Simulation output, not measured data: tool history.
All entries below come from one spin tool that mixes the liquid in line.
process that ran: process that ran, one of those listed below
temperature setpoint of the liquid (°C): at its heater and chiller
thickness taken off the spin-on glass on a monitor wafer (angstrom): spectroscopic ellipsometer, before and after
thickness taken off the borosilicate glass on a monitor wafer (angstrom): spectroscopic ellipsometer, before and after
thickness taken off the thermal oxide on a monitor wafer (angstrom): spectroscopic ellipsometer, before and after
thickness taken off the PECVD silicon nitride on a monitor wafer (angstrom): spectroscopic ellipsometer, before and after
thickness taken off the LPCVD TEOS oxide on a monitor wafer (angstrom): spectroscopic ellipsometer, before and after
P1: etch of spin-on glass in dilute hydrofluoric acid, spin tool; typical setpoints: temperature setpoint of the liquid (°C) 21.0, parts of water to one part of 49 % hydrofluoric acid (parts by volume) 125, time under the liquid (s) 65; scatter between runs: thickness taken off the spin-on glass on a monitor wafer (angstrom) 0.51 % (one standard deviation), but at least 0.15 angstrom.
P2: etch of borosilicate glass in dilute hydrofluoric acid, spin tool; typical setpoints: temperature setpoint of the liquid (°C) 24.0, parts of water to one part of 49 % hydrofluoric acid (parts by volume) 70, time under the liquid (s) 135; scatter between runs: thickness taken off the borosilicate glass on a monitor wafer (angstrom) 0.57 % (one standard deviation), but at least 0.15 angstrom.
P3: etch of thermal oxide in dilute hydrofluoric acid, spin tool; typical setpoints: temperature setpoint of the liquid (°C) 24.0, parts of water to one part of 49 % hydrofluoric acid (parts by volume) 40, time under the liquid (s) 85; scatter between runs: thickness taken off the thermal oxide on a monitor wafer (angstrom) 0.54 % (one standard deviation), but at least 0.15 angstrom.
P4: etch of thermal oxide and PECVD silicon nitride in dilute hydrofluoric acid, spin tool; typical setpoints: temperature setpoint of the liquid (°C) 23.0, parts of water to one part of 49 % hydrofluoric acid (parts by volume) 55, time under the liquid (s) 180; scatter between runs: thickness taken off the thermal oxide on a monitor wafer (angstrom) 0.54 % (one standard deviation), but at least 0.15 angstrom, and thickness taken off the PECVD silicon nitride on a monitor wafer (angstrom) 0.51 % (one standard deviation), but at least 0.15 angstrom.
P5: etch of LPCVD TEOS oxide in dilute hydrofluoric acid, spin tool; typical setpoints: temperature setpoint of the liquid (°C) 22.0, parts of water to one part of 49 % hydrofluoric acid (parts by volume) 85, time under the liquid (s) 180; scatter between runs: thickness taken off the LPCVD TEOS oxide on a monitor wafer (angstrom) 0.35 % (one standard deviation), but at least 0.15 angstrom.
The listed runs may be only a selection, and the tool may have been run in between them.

run   hour  process that ran  temperature setpoint of the liquid (°C)  parts of water to one part of 49 % hydrofluoric acid (parts by volume)  time under the liquid (s)  hours since the thermometer was replaced  hours since the hydrofluoric acid flow meter was replaced  thickness taken off the spin-on glass on a monitor wafer (angstrom)  thickness taken off the borosilicate glass on a monitor wafer (angstrom)  thickness taken off the thermal oxide on a monitor wafer (angstrom)  thickness taken off the PECVD silicon nitride on a monitor wafer (angstrom)  thickness taken off the LPCVD TEOS oxide on a monitor wafer (angstrom)
  1    5.9                P1                                     21.0                                                                     125                         65                                     422.4                                                      625.4                                                              128.110
  2   14.5                P2                                     24.0                                                                      70                        250                                     431.0                                                      634.0                                                                                                                                         818.63
  3   21.5                P1                                     21.0                                                                     125                         65                                     438.0                                                      641.0                                                              128.700
  4   34.1                P4                                     23.0                                                                      55                        285                                     450.6                                                      653.6                                                                                                                                                                                                             244.710                                                                       183.02
  5   42.9                P1                                     21.0                                                                      50                         65                                     459.4                                                      662.4                                                              351.370
  6   56.3                P3                                     24.0                                                                      55                         85                                     472.8                                                      675.8                                                                                                                                                                                                              80.925
  7   67.2                P1                                     21.0                                                                     125                         65                                     483.7                                                      686.7                                                              129.330
  8   80.5                P5                                     22.0                                                                      50                        180                                     497.0                                                      700.0                                                                                                                                                                                                                                                                                                                                                                   675.24
  9   90.7                P1                                     17.0                                                                     215                         65                                     507.2                                                      710.2                                                               57.941
 10  101.8                P5                                     22.0                                                                      85                        180                                     518.3                                                      721.3                                                                                                                                                                                                                                                                                                                                                                   381.44
 11  108.9                P1                                     21.0                                                                     125                        105                                     525.4                                                      728.4                                                              208.610
 12  116.0                P3                                     24.0                                                                      40                         25                                     532.5                                                      735.5                                                                                                                                                                                                              33.023
 13  122.4                P4                                     23.0                                                                      30                        180                                     538.9                                                      741.9                                                                                                                                                                                                             294.950                                                                       211.68
 14  130.7                P4                                     23.0                                                                      55                        180                                     547.2                                                      750.2                                                                                                                                                                                                             155.690                                                                       115.32
 15  142.1                P5                                     29.5                                                                      85                        180                                     558.6                                                      761.6                                                                                                                                                                                                                                                                                                                                                                   513.69
 16  155.2                P1                                     21.0                                                                     180                         65                                     571.7                                                      774.7                                                               84.491
 17  165.0                P1                                     21.0                                                                     125                         65                                     581.5                                                      784.5                                                              129.840
 18  172.9                P5                                     22.0                                                                      85                        280                                     589.4                                                      792.4                                                                                                                                                                                                                                                                                                                                                                   592.56
 19  180.1                P1                                     21.0                                                                     125                         65                                     596.6                                                      799.6                                                              126.760
 20  190.5                P1                                     28.0                                                                     125                         65                                     607.0                                                      810.0                                                              167.750
 21  201.8                P2                                     24.0                                                                      70                        135                                     618.3                                                      821.3                                                                                                                                         444.48

Estimate the outcome of run 22 from the log above:
 22  211.6                P1                                     17.5                                                                     125                         65                                     628.1                                                      831.1                                                                    ?

{"run 22": {"thickness taken off the spin-on glass on a monitor wafer (angstrom)": 111.46}}
